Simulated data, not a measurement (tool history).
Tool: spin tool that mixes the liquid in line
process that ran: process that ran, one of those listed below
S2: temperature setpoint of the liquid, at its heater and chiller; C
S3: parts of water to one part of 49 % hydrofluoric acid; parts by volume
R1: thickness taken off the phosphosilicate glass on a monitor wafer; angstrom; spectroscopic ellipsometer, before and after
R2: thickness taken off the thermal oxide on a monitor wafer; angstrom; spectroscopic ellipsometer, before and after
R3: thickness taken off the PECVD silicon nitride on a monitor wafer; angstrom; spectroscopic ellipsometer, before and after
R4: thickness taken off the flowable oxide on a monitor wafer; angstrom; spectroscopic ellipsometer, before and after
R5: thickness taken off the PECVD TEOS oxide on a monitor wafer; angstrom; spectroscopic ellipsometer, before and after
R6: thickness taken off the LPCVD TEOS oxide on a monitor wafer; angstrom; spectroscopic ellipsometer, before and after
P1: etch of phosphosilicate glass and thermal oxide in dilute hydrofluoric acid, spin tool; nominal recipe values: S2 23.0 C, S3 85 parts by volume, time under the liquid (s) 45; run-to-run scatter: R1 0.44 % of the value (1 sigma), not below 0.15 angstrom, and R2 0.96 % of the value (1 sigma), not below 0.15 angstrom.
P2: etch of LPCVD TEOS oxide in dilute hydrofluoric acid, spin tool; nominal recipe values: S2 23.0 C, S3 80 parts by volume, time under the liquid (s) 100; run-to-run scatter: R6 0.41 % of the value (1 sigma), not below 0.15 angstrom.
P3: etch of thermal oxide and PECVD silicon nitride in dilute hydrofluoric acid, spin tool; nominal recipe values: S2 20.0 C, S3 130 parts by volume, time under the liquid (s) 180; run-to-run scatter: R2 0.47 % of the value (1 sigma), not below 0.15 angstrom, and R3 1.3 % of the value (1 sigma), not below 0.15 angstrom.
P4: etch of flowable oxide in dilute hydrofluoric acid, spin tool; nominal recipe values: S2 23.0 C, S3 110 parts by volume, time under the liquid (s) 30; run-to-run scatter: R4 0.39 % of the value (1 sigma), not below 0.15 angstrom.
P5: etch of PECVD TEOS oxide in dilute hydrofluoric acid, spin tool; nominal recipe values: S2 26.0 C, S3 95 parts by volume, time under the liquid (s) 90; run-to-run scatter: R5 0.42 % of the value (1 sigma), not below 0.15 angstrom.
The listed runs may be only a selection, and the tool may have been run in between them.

{"run": 1, "hour": 7.0, "process that ran": "P1", "S2": 23.0, "S3": 85, "time under the liquid (s)": 45, "R1": 316.4, "R2": 24.191}
{"run": 2, "hour": 11.6, "process that ran": "P3", "S2": 26.5, "S3": 130, "time under the liquid (s)": 180, "R2": 70.924, "R3": 31.859}
{"run": 3, "hour": 16.2, "process that ran": "P1", "S2": 17.0, "S3": 85, "time under the liquid (s)": 45, "R1": 244.82, "R2": 19.208}
{"run": 4, "hour": 20.2, "process that ran": "P4", "S2": 23.0, "S3": 110, "time under the liquid (s)": 55, "R4": 173.05}
{"run": 5, "hour": 24.7, "process that ran": "P3", "S2": 20.0, "S3": 130, "time under the liquid (s)": 350, "R2": 106.96, "R3": 40.136}
{"run": 6, "hour": 30.6, "process that ran": "P4", "S2": 17.0, "S3": 110, "time under the liquid (s)": 30, "R4": 74.138}
{"run": 7, "hour": 35.5, "process that ran": "P4", "S2": 23.0, "S3": 110, "time under the liquid (s)": 30, "R4": 93.88}
{"run": 8, "hour": 42.5, "process that ran": "P5", "S2": 26.0, "S3": 95, "time under the liquid (s)": 90, "R5": 167.59}
{"run": 9, "hour": 47.5, "process that ran": "P1", "S2": 28.0, "S3": 85, "time under the liquid (s)": 15, "R1": 127.51, "R2": 9.7759}
{"run": 10, "hour": 53.4, "process that ran": "P5", "S2": 26.0, "S3": 95, "time under the liquid (s)": 180, "R5": 336.8}
{"run": 11, "hour": 56.8, "process that ran": "P1", "S2": 29.5, "S3": 85, "time under the liquid (s)": 45, "R1": 407.63, "R2": 31.047}
{"run": 12, "hour": 63.6, "process that ran": "P1", "S2": 23.0, "S3": 130, "time under the liquid (s)": 70, "R1": 304.25, "R2": 23.675}
{"run": 13, "hour": 68.5, "process that ran": "P5", "S2": 26.0, "S3": 95, "time under the liquid (s)": 90, "R5": 168.45}
{"run": 14, "hour": 74.2, "process that ran": "P1", "S2": 23.0, "S3": 85, "time under the liquid (s)": 45, "R1": 314.49, "R2": 23.976}
{"run": 15, "hour": 77.7, "process that ran": "P1", "S2": 23.0, "S3": 85, "time under the liquid (s)": 75, "R1": 526.52, "R2": 40.924}
{"run": 16, "hour": 81.9, "process that ran": "P1", "S2": 23.0, "S3": 85, "time under the liquid (s)": 15, "R1": 104.94, "R2": 8.1168}
{"run": 17, "hour": 85.8, "process that ran": "P3", "S2": 20.0, "S3": 130, "time under the liquid (s)": 180, "R2": 54.588, "R3": 21.599}
{"run": 18, "hour": 89.5, "process that ran": "P2", "S2": 17.0, "S3": 80, "time under the liquid (s)": 100, "R6": 428.67}
{"run": 19, "hour": 92.8, "process that ran": "P4", "S2": 23.0, "S3": 60, "time under the liquid (s)": 30, "R4": 184.0}
{"run": 20, "hour": 98.9, "process that ran": "P5", "S2": 32.0, "S3": 95, "time under the liquid (s)": 90, "R5": 211.37}
{"run": 21, "hour": 103.4, "process that ran": "P1", "S2": 23.0, "S3": 85, "time under the liquid (s)": 45, "R1": 314.39, "R2": 24.477}
{"run": 22, "hour": 107.2, "process that ran": "P5", "S2": 26.0, "S3": 30, "time under the liquid (s)": 90, "R5": 579.77}
{"run": 23, "hour": 112.2, "process that ran": "P3", "S2": 20.0, "S3": 130, "time under the liquid (s)": 180, "R2": 54.323, "R3": 21.072}
{"run": 24, "hour": 118.9, "process that ran": "P4", "S2": 23.0, "S3": 110, "time under the liquid (s)": 30, "R4": 94.127}
{"run": 25, "hour": 123.0, "process that ran": "P1", "S2": 23.0, "S3": 85, "time under the liquid (s)": 45, "R1": 315.52, "R2": 24.048}
{"run": 26, "hour": 127.5, "process that ran": "P1", "S2": 23.0, "S3": 135, "time under the liquid (s)": 45, "R1": 188.07, "R2": 14.415}
{"run": 27, "hour": 133.5, "process that ran": "P1", "S2": 23.0, "S3": 25, "time under the liquid (s)": 45, "R1": 1155.3, "R2": 89.839}
{"run": 28, "hour": 139.8, "process that ran": "P2", "S2": 23.0, "S3": 40, "time under the liquid (s)": 100, "R6": 1169.0}
{"run": 29, "hour": 143.4, "process that ran": "P2", "S2": 23.0, "S3": 80, "time under the liquid (s)": 35, "R6": 191.64}
{"run": 30, "hour": 146.9, "process that ran": "P2", "S2": 23.0, "S3": 80, "time under the liquid (s)": 100, "R6": 556.35}
{"run": 31, "hour": 151.4, "process that ran": "P3", "S2": 20.0, "S3": 30, "time under the liquid (s)": 180, "R2": 266.27, "R3": 85.515}
{"run": 32, "hour": 158.0, "process that ran": "P1", "S2": 23.0, "S3": 85, "time under the liquid (s)": 45, "R1": 313.46, "R2": 24.507}
{"run": 33, "hour": 163.3, "process that ran": "P1", "S2": 23.0, "S3": 85, "time under the liquid (s)": 45, "R1": 304.53, "R2": 23.428}
{"run": 34, "hour": 167.4, "process that ran": "P1", "S2": 23.0, "S3": 85, "time under the liquid (s)": 45, "R1": 298.5, "R2": 22.885}
{"run": 35, "hour": 172.6, "process that ran": "P1", "S2": 23.0, "S3": 85, "time under the liquid (s)": 45, "R1": 293.45, "R2": 22.667}
{"run": 36, "hour": 179.7, "process that ran": "P1", "S2": 23.0, "S3": 85, "time under the liquid (s)": 45, "R1": 291.13, "R2": 22.506}
{"run": 37, "hour": 185.9, "process that ran": "P1", "S2": 23.0, "S3": 85, "time under the liquid (s)": 45, "R1": 290.88, "R2": 22.337}
{"run": 38, "hour": 190.8, "process that ran": "P1", "S2": 23.0, "S3": 85, "time under the liquid (s)": 45, "R1": 287.9, "R2": 22.232}
{"run": 39, "hour": 194.1, "process that ran": "P1", "S2": 23.0, "S3": 85, "time under the liquid (s)": 45, "R1": 290.04, "R2": 22.457}
{"run": 40, "hour": 199.2, "process that ran": "P1", "S2": 23.0, "S3": 85, "time under the liquid (s)": 45, "R1": 289.13, "R2": 21.934}
{"run": 41, "hour": 206.2, "process that ran": "P1", "S2": 23.0, "S3": 85, "time under the liquid (s)": 45, "R1": 287.63, "R2": 22.328}

P1 no longer gives what it gave before; its output has crept away from where it was. The following 2 causes, each at its listed size, fit the log equally well:
A: hydrofluoric acid flow below the setpoint (%) = 7.98
B: liquid colder than its thermometer reads (K) = 2.27
Creep in the process output first set in at about hour 158.0.

Which of the 4 check runs listed below, each an average over 3 wafers with its results shown as question marks, gives clearly different results under the different listed causes?
{"run": "check 1", "hour": 213.2, "process that ran": "P2", "S2": 23.0, "S3": 80, "time under the liquid (s)": 100, "R6": "?"}
{"run": "check 2", "hour": 213.2, "process that ran": "P5", "S2": 26.0, "S3": 95, "time under the liquid (s)": 90, "R5": "?"}
{"run": "check 3", "hour": 213.2, "process that ran": "P3", "S2": 20.0, "S3": 130, "time under the liquid (s)": 180, "R2": "?", "R3": "?"}
{"run": "check 4", "hour": 213.2, "process that ran": "P4", "S2": 23.0, "S3": 110, "time under the liquid (s)": 30, "R4": "?"}

Predicted outcomes, by check and by cause:
check=check_1 result=R6 if_A=504.41 if_B=503.78
check=check_2 result=R5 if_A=152.93 if_B=153.58
check=check_3 result=R2 if_A=49.8910 if_B=50.0220
check=check_3 result=R3 if_A=19.232 if_B=17.875
check=check_4 result=R4 if_A=86.026 if_B=86.310
Per-check spread between the two closest causes, in the result where they differ most: check 1 0.12 %; check 2 0.42 %; check 3 7.32 %; check 4 0.33 %
The causes can be told apart only by check 3. The other checks would give nearly the same results under each of them.

Then check 3 was run and gave: R2 50.0140 angstrom; R3 18.028 angstrom. Which cause is it?

The cause is B: liquid colder than its thermometer reads (K).
